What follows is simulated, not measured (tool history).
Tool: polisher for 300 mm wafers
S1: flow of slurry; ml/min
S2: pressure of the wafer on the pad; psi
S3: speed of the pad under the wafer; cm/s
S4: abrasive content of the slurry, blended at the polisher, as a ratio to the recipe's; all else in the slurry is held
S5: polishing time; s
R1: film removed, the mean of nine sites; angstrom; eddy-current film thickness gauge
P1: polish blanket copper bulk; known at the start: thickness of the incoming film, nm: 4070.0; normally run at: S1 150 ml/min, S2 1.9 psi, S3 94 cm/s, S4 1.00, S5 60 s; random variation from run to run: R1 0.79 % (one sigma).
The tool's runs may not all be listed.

run 1 hour=7.0 | S1=150 S2=1.9 S3=94 S4=1.00 S5=60 | R1=2802.9
run 2 hour=12.9 | S1=150 S2=3.0 S3=94 S4=1.00 S5=60 | R1=4452.6
run 3 hour=24.1 | S1=150 S2=1.9 S3=94 S4=1.00 S5=60 | R1=2819.3
run 4 hour=29.6 | S1=150 S2=1.9 S3=94 S4=1.00 S5=60 | R1=2826.8
run 5 hour=40.5 | S1=150 S2=0.9 S3=94 S4=1.00 S5=60 | R1=1333.0
run 6 hour=47.5 | S1=195 S2=1.9 S3=94 S4=0.60 S5=60 | R1=2631.2
run 7 hour=58.7 | S1=150 S2=1.9 S3=94 S4=1.00 S5=94 | R1=4429.1
run 8 hour=68.1 | S1=150 S2=1.9 S3=94 S4=0.70 S5=44 | R1=1917.8
run 9 hour=75.2 | S1=210 S2=1.9 S3=94 S4=1.00 S5=60 | R1=3010.2
run 10 hour=83.6 | S1=150 S2=1.9 S3=94 S4=0.55 S5=60 | R1=2512.8
-- hour=88.5 worn pad replaced by a new one
run 11 hour=90.1 | S1=150 S2=1.9 S3=94 S4=1.00 S5=60 | R1=2841.1
run 12 hour=99.5 | S1=150 S2=1.9 S3=46 S4=1.00 S5=60 | R1=1391.8
run 13 hour=111.3 | S1=90 S2=1.9 S3=94 S4=1.00 S5=60 | R1=2522.6
run 14 hour=120.4 | S1=150 S2=1.9 S3=94 S4=1.00 S5=60 | R1=2840.7
run 15 hour=128.6 | S1=150 S2=1.9 S3=94 S4=1.40 S5=60 | R1=3096.0
run 16 hour=137.8 | S1=150 S2=1.9 S3=52 S4=1.00 S5=79 | R1=2039.3
run 17 hour=147.9 | S1=150 S2=1.9 S3=94 S4=1.00 S5=32 | R1=1493.9
run 18 hour=155.8 | S1=150 S2=1.9 S3=136 S4=1.00 S5=60 | R1=4118.9
run 19 hour=161.6 | S1=150 S2=1.9 S3=94 S4=1.00 S5=60 | R1=2841.4
run 20 hour=173.2 | S1=150 S2=1.9 S3=94 S4=1.00 S5=60 | R1=2817.0
run 21 hour=181.1 | S1=150 S2=1.9 S3=94 S4=1.00 S5=60 | R1=2820.3
run 22 hour=187.3 | S1=150 S2=1.9 S3=94 S4=1.00 S5=60 | R1=2743.6
run 23 hour=192.7 | S1=150 S2=1.9 S3=94 S4=1.00 S5=60 | R1=2693.7
run 24 hour=201.0 | S1=150 S2=1.9 S3=94 S4=1.00 S5=60 | R1=2670.8
run 25 hour=211.9 | S1=150 S2=1.9 S3=94 S4=1.00 S5=60 | R1=2606.4
-- hour=220.0 slurry blender recalibrated
run 26 hour=223.5 | S1=150 S2=1.9 S3=94 S4=1.00 S5=60 | R1=2583.9
-- hour=230.0 worn pad replaced by a new one
run 27 hour=233.1 | S1=150 S2=1.9 S3=94 S4=1.00 S5=60 | R1=2603.7
run 28 hour=242.5 | S1=150 S2=1.9 S3=94 S4=1.00 S5=60 | R1=2584.9
run 29 hour=250.8 | S1=150 S2=1.9 S3=94 S4=1.00 S5=60 | R1=2593.3

What P1 gives has crept away from where it was. These 2 causes fit the log equally well, each at the size given:
A: head's pressure below its setpoint, % = 8.91
B: slurry flow missing at the pad, % = 35.5
The creep began at about hour 181.1.
Why every other cause is out:
removal rate lost through wear of the pad, %: serviced at hour 230.0, which brought nothing back
abrasive missing from the slurry, %: serviced at hour 220.0, which brought nothing back

4 check runs are offered, each on 2 wafers whose results are averaged, their results left as question marks. Which one tells the causes apart?
run check 1 hour=259.1 | S1=90 S2=1.9 S3=94 S4=1.00 S5=60 | R1=?
run check 2 hour=259.1 | S1=150 S2=1.9 S3=52 S4=1.25 S5=60 | R1=?
run check 3 hour=259.1 | S1=150 S2=3.0 S3=94 S4=1.00 S5=60 | R1=?
run check 4 hour=259.1 | S1=150 S2=1.9 S3=94 S4=1.35 S5=40 | R1=?

What each check would give under each cause:
check=check_1 result=R1 if_A=2297.5 if_B=2181.7
check=check_2 result=R1 if_A=1492.6 if_B=1492.9
check=check_3 result=R1 if_A=4058.7 if_B=4059.5
check=check_4 result=R1 if_A=1829.6 if_B=1829.9
How far apart the two closest causes lie, in the result that separates them most: check 1 5.17 %; check 2 0.02 %; check 3 0.02 %; check 4 0.02 %
Only check 1 tells the causes apart: in the others they would give nearly the same result.

Then check 1 was run and gave: R1 2294.3 angstrom. Which cause is it?

It is A: head's pressure below its setpoint, %.
